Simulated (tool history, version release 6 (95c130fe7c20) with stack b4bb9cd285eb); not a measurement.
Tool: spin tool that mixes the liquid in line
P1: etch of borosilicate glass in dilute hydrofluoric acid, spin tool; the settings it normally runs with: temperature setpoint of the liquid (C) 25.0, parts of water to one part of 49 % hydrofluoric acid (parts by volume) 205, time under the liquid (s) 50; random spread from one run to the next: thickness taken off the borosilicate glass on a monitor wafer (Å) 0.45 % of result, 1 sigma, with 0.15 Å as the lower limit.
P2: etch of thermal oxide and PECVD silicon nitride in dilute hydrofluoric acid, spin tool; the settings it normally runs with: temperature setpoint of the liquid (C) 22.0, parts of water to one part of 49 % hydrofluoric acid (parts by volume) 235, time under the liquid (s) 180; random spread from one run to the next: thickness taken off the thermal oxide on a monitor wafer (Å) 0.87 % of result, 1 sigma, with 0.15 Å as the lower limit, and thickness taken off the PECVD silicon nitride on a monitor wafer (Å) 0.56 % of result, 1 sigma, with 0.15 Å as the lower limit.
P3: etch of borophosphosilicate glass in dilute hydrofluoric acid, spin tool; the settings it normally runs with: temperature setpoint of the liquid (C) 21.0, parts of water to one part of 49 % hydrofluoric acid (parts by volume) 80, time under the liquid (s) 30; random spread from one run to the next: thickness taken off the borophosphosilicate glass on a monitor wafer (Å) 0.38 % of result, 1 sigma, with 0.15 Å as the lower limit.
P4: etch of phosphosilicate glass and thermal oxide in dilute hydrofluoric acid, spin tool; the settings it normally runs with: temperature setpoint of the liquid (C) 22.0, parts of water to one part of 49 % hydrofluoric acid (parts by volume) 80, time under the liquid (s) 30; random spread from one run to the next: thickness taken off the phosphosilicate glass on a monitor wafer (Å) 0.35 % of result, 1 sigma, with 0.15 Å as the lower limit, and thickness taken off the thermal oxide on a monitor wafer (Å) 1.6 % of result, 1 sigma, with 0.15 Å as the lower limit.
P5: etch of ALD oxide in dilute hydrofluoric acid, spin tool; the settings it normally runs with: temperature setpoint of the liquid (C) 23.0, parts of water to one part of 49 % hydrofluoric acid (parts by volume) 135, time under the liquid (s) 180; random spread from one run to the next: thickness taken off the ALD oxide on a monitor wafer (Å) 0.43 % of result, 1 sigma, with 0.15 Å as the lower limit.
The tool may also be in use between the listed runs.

| run | hour | process that ran | temperature setpoint of the liquid (C) | parts of water to one part of 49 % hydrofluoric acid (parts by volume) | time under the liquid (s) | hours since the thermometer was replaced | hours since the hydrofluoric acid flow meter was replaced | thickness taken off the borosilicate glass on a monitor wafer (Å) | thickness taken off the borophosphosilicate glass on a monitor wafer (Å) | thickness taken off the thermal oxide on a monitor wafer (Å) | thickness taken off the PECVD silicon nitride on a monitor wafer (Å) | thickness taken off the phosphosilicate glass on a monitor wafer (Å) | thickness taken off the ALD oxide on a monitor wafer (Å) |
|---|---|---|---|---|---|---|---|---|---|---|---|---|---|
| 1 | 3.7 | P1 | 25.0 | 205 | 50 | 749.5 | 285.3 | 50.295 |  |  |  |  |  |
| 2 | 8.3 | P3 | 21.0 | 80 | 30 | 754.1 | 289.9 |  | 169.010 |  |  |  |  |
| 3 | 13.6 | P2 | 17.0 | 235 | 180 | 759.4 | 295.2 |  |  | 23.4400 | 27.934 |  |  |
| 4 | 18.9 | P1 | 30.5 | 205 | 75 | 764.7 | 300.5 | 90.613 |  |  |  |  |  |
| 5 | 24.5 | P4 | 22.0 | 80 | 60 | 770.3 | 306.1 |  |  | 31.0200 |  | 1464.70 |  |
| 6 | 32.4 | P1 | 25.0 | 205 | 95 | 778.2 | 314.0 | 94.537 |  |  |  |  |  |
| 7 | 39.3 | P3 | 21.0 | 80 | 30 | 785.1 | 320.9 |  | 168.750 |  |  |  |  |
| 8 | 45.4 | P1 | 20.5 | 205 | 50 | 791.2 | 327.0 | 42.403 |  |  |  |  |  |
| 9 | 50.4 | P4 | 30.0 | 80 | 30 | 796.2 | 332.0 |  |  | 21.4290 |  | 1001.90 |  |
| 10 | 57.6 | P2 | 22.0 | 235 | 180 | 803.4 | 339.2 |  |  | 28.0960 | 38.742 |  |  |
| 11 | 62.3 | P1 | 25.0 | 205 | 50 | 808.1 | 343.9 | 49.853 |  |  |  |  |  |
| 12 | 68.4 | P1 | 25.0 | 205 | 50 | 814.2 | 350.0 | 49.749 |  |  |  |  |  |
| 13 | 75.8 | P1 | 25.0 | 205 | 50 | 821.6 | 357.4 | 49.704 |  |  |  |  |  |
| 14 | 82.5 | P5 | 23.0 | 250 | 180 | 828.3 | 364.1 |  |  |  |  |  | 84.547 |
| 15 | 90.5 | P1 | 25.0 | 205 | 50 | 836.3 | 372.1 | 50.143 |  |  |  |  |  |
| 16 | 97.8 | P5 | 30.0 | 135 | 180 | 843.6 | 379.4 |  |  |  |  |  | 233.160 |
| 17 | 102.4 | P1 | 31.0 | 205 | 50 | 848.2 | 384.0 | 61.496 |  |  |  |  |  |
| 18 | 106.2 | P5 | 23.0 | 135 | 180 | 852.0 | 387.8 |  |  |  |  |  | 178.960 |
| 19 | 110.6 | P1 | 25.0 | 205 | 15 | 856.4 | 392.2 | 14.856 |  |  |  |  |  |
| 20 | 116.5 | P5 | 23.0 | 135 | 365 | 862.3 | 398.1 |  |  |  |  |  | 363.000 |
| 21 | 122.4 | P1 | 25.0 | 95 | 50 | 868.2 | 404.0 | 123.120 |  |  |  |  |  |
| 22 | 127.0 | P3 | 21.0 | 80 | 60 | 872.8 | 408.6 |  | 335.740 |  |  |  |  |
| 23 | 132.2 | P4 | 22.0 | 130 | 30 | 878.0 | 413.8 |  |  | 8.9892 |  | 425.36 |  |
| 24 | 136.4 | P1 | 29.5 | 205 | 90 | 882.2 | 418.0 | 105.490 |  |  |  |  |  |
| 25 | 141.7 | P4 | 22.0 | 80 | 30 | 887.5 | 423.3 |  |  | 15.6220 |  | 736.73 |  |
| 26 | 148.6 | P2 | 22.0 | 40 | 180 | 894.4 | 430.2 |  |  | 204.3600 | 217.480 |  |  |
| 27 | 154.6 | P1 | 25.0 | 280 | 50 | 900.4 | 436.2 | 34.065 |  |  |  |  |  |
| 28 | 161.4 | P3 | 21.0 | 145 | 30 | 907.2 | 443.0 |  | 86.411 |  |  |  |  |
| 29 | 169.1 | P3 | 29.0 | 80 | 30 | 914.9 | 450.7 |  | 229.820 |  |  |  |  |
| 30 | 172.7 | P1 | 25.0 | 125 | 20 | 918.5 | 454.3 | 35.738 |  |  |  |  |  |
| 31 | 178.9 | P5 | 23.0 | 135 | 180 | 924.7 | 460.5 |  |  |  |  |  | 177.990 |
| 32 | 184.5 | P2 | 22.0 | 235 | 85 | 930.3 | 466.1 |  |  | 13.1970 | 18.214 |  |  |
| 33 | 190.1 | P1 | 25.0 | 205 | 50 | 935.9 | 471.7 | 49.614 |  |  |  |  |  |
| 34 | 196.5 | P1 | 25.0 | 205 | 50 | 942.3 | 478.1 | 48.886 |  |  |  |  |  |
| 35 | 203.8 | P1 | 25.0 | 205 | 50 | 949.6 | 485.4 | 48.572 |  |  |  |  |  |
| 36 | 207.3 | P1 | 25.0 | 205 | 50 | 953.1 | 488.9 | 48.144 |  |  |  |  |  |
| 37 | 211.7 | P1 | 25.0 | 205 | 50 | 957.5 | 493.3 | 48.345 |  |  |  |  |  |
| 38 | 218.5 | P1 | 25.0 | 205 | 50 | 964.3 | 500.1 | 48.119 |  |  |  |  |  |
| 39 | 225.7 | P1 | 25.0 | 205 | 50 | 971.5 | 507.3 | 47.576 |  |  |  |  |  |
| 40 | 230.1 | P1 | 25.0 | 205 | 50 | 975.9 | 511.7 | 47.661 |  |  |  |  |  |
| 41 | 235.3 | P1 | 25.0 | 205 | 50 | 981.1 | 516.9 | 47.182 |  |  |  |  |  |
| 42 | 240.6 | P1 | 25.0 | 205 | 50 | 986.4 | 522.2 | 47.034 |  |  |  |  |  |
| 43 | 245.9 | P1 | 25.0 | 205 | 50 | 991.7 | 527.5 | 46.850 |  |  |  |  |  |
| 44 | 250.7 | P1 | 25.0 | 205 | 50 | 996.5 | 532.3 | 47.084 |  |  |  |  |  |

P1 no longer gives what it gave before; its output has crept away from where it was. The following 2 causes, each at its listed size, fit the log equally well:
A: liquid colder than its thermometer reads (K) = 1.41
B: hydrofluoric acid flow below the setpoint (%) = 4.13
At approximately hour 190.1, the process output began to creep.

Listed below are the offered check runs, one wafer per run, with question marks in place of results. For which of them would the causes give clearly different outcomes?
| check 1 | 255.5 | P3 | 25.5 | 115 | 30 |  |  |  | ? |  |  |  |  |
| check 2 | 255.5 | P5 | 23.0 | 245 | 350 |  |  |  |  |  |  |  | ? |
| check 3 | 255.5 | P2 | 22.0 | 50 | 180 |  |  |  |  | ? | ? |  |  |
| check 4 | 255.5 | P4 | 28.0 | 80 | 30 |  |  |  |  | ? |  | ? |  |

If the cause were each of the candidates in turn, the checks would give the following:
| check | result | if A | if B |
|---|---|---|---|
| check 1 | thickness taken off the borophosphosilicate glass on a monitor wafer (Å) | 126.810 | 127.640 |
| check 2 | thickness taken off the ALD oxide on a monitor wafer (Å) | 161.410 | 161.250 |
| check 3 | thickness taken off the thermal oxide on a monitor wafer (Å) | 153.2200 | 155.4600 |
| check 3 | thickness taken off the PECVD silicon nitride on a monitor wafer (Å) | 159.860 | 169.060 |
| check 4 | thickness taken off the thermal oxide on a monitor wafer (Å) | 19.0380 | 19.1920 |
| check 4 | thickness taken off the phosphosilicate glass on a monitor wafer (Å) | 881.90 | 889.06 |
Gap, in per cent, between the two causes that each check separates least, read from the result that separates them most: check 1 0.66 %; check 2 0.1 %; check 3 5.59 %; check 4 0.81 %
Only in check 3 would the causes give clearly different results; in the remaining checks their results would be nearly the same.

Then check 3 was run and gave: thickness taken off the thermal oxide on a monitor wafer (Å) 153.4800; thickness taken off the PECVD silicon nitride on a monitor wafer (Å) 168.750. Which cause is it?

B is the cause: hydrofluoric acid flow below the setpoint (%).
